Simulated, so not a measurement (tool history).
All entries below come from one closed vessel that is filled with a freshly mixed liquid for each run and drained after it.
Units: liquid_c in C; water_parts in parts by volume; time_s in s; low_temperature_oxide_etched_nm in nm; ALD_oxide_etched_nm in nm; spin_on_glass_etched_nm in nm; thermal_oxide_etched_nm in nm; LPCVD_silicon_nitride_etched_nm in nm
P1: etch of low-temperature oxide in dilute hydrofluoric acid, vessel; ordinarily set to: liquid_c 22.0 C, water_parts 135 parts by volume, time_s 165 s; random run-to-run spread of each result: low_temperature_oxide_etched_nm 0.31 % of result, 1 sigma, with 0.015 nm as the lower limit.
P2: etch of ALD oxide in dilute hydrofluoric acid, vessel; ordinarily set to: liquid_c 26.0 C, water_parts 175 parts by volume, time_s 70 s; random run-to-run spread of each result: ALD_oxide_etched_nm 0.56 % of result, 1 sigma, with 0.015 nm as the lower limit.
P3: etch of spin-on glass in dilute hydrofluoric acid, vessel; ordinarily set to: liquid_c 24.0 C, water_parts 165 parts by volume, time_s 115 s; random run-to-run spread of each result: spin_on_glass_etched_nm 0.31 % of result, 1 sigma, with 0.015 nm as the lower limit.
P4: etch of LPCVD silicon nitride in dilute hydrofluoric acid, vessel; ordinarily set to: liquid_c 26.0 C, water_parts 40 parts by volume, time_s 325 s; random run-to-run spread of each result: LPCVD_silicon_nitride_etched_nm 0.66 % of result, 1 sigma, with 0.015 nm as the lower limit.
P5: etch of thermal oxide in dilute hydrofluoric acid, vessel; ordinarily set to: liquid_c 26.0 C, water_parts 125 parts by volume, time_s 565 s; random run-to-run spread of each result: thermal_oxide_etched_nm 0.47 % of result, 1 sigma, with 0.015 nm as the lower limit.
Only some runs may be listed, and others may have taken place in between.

| run | hour | process | liquid_c | water_parts | time_s | hours since the thermometer was replaced | hours since the hydrofluoric acid flow meter was replaced | low_temperature_oxide_etched_nm | ALD_oxide_etched_nm | spin_on_glass_etched_nm | thermal_oxide_etched_nm | LPCVD_silicon_nitride_etched_nm |
|---|---|---|---|---|---|---|---|---|---|---|---|---|
| 1 | 7.5 | P1 | 22.0 | 135 | 165 | 178.1 | 440.2 | 22.1790 |  |  |  |  |
| 2 | 17.1 | P2 | 26.0 | 250 | 70 | 187.7 | 449.8 |  | 8.4288 |  |  |  |
| 3 | 31.2 | P3 | 28.0 | 165 | 115 | 201.8 | 463.9 |  |  | 51.826 |  |  |
| 4 | 38.6 | P2 | 26.0 | 175 | 30 | 209.2 | 471.3 |  | 5.6178 |  |  |  |
| 5 | 48.6 | P5 | 26.0 | 125 | 565 | 219.2 | 481.3 |  |  |  | 21.276 |  |
| 6 | 61.6 | P5 | 26.0 | 185 | 565 | 232.2 | 494.3 |  |  |  | 13.384 |  |
| 7 | 70.0 | P1 | 22.0 | 135 | 165 | 240.6 | 502.7 | 22.2350 |  |  |  |  |
| 8 | 76.9 | P2 | 26.0 | 175 | 70 | 247.5 | 509.6 |  | 13.0680 |  |  |  |
| 9 | 85.1 | P1 | 22.0 | 135 | 165 | 255.7 | 517.8 | 22.2200 |  |  |  |  |
| 10 | 94.7 | P3 | 24.0 | 165 | 115 | 265.3 | 527.4 |  |  | 44.977 |  |  |
| 11 | 105.8 | P1 | 22.0 | 135 | 300 | 276.4 | 538.5 | 40.4460 |  |  |  |  |
| 12 | 115.6 | P5 | 26.0 | 125 | 565 | 286.2 | 548.3 |  |  |  | 21.221 |  |
| 13 | 129.9 | P3 | 24.0 | 165 | 115 | 300.5 | 562.6 |  |  | 44.689 |  |  |
| 14 | 137.8 | P5 | 26.0 | 125 | 1030 | 308.4 | 570.5 |  |  |  | 38.505 |  |
| 15 | 152.3 | P4 | 26.0 | 65 | 325 | 322.9 | 585.0 |  |  |  |  | 2.7685 |
| 16 | 160.1 | P1 | 17.0 | 40 | 165 | 330.7 | 592.8 | 67.5060 |  |  |  |  |
| 17 | 170.9 | P2 | 20.5 | 175 | 70 | 341.5 | 603.6 |  | 10.5470 |  |  |  |
| 18 | 182.8 | P4 | 33.5 | 40 | 325 | 353.4 | 615.5 |  |  |  |  | 7.2351 |
| 19 | 196.5 | P1 | 22.0 | 50 | 165 | 367.1 | 629.2 | 66.2600 |  |  |  |  |
| 20 | 206.3 | P1 | 30.0 | 135 | 165 | 376.9 | 639.0 | 30.0950 |  |  |  |  |
| 21 | 213.3 | P1 | 22.0 | 135 | 30 | 383.9 | 646.0 | 4.0294 |  |  |  |  |
| 22 | 225.5 | P1 | 22.0 | 135 | 165 | 396.1 | 658.2 | 22.1430 |  |  |  |  |
| 23 | 236.8 | P3 | 24.0 | 165 | 40 | 407.4 | 669.5 |  |  | 15.650 |  |  |
| 24 | 251.0 | P1 | 22.0 | 135 | 165 | 421.6 | 683.7 | 22.1940 |  |  |  |  |
| 25 | 263.2 | P1 | 17.0 | 135 | 165 | 433.8 | 695.9 | 18.1840 |  |  |  |  |
| 26 | 278.1 | P4 | 26.0 | 40 | 325 | 448.7 | 710.8 |  |  |  |  | 4.4559 |
| 27 | 285.5 | P4 | 26.0 | 40 | 550 | 456.1 | 718.2 |  |  |  |  | 7.6072 |
| 28 | 294.7 | P5 | 21.0 | 125 | 565 | 465.3 | 727.4 |  |  |  | 17.376 |  |
| 29 | 308.9 | P4 | 26.0 | 40 | 325 | 479.5 | 741.6 |  |  |  |  | 4.4866 |
| 30 | 320.4 | P3 | 24.0 | 225 | 115 | 491.0 | 753.1 |  |  | 30.464 |  |  |
| 31 | 329.6 | P1 | 22.0 | 210 | 165 | 500.2 | 762.3 | 13.1380 |  |  |  |  |
| 32 | 340.8 | P1 | 22.0 | 135 | 165 | 511.4 | 773.5 | 22.2400 |  |  |  |  |
| 33 | 355.5 | P1 | 22.0 | 135 | 165 | 526.1 | 788.2 | 22.8250 |  |  |  |  |
| 34 | 363.4 | P1 | 22.0 | 135 | 165 | 534.0 | 796.1 | 23.0580 |  |  |  |  |
| 35 | 378.3 | P1 | 22.0 | 135 | 165 | 548.9 | 811.0 | 23.3890 |  |  |  |  |
| 36 | 385.5 | P1 | 22.0 | 135 | 165 | 556.1 | 818.2 | 23.3920 |  |  |  |  |
| 37 | 397.6 | P1 | 22.0 | 135 | 165 | 568.2 | 830.3 | 23.4170 |  |  |  |  |
| 38 | 405.9 | P1 | 22.0 | 135 | 165 | 576.5 | 838.6 | 23.4700 |  |  |  |  |

Run 39 has not been measured yet. What should we expect?
| 39 | 413.0 | P1 | 22.0 | 135 | 165 | 583.6 | 845.7 | ? |  |  |  |  |

Run 39 yielded low_temperature_oxide_etched_nm 23.5090 nm.
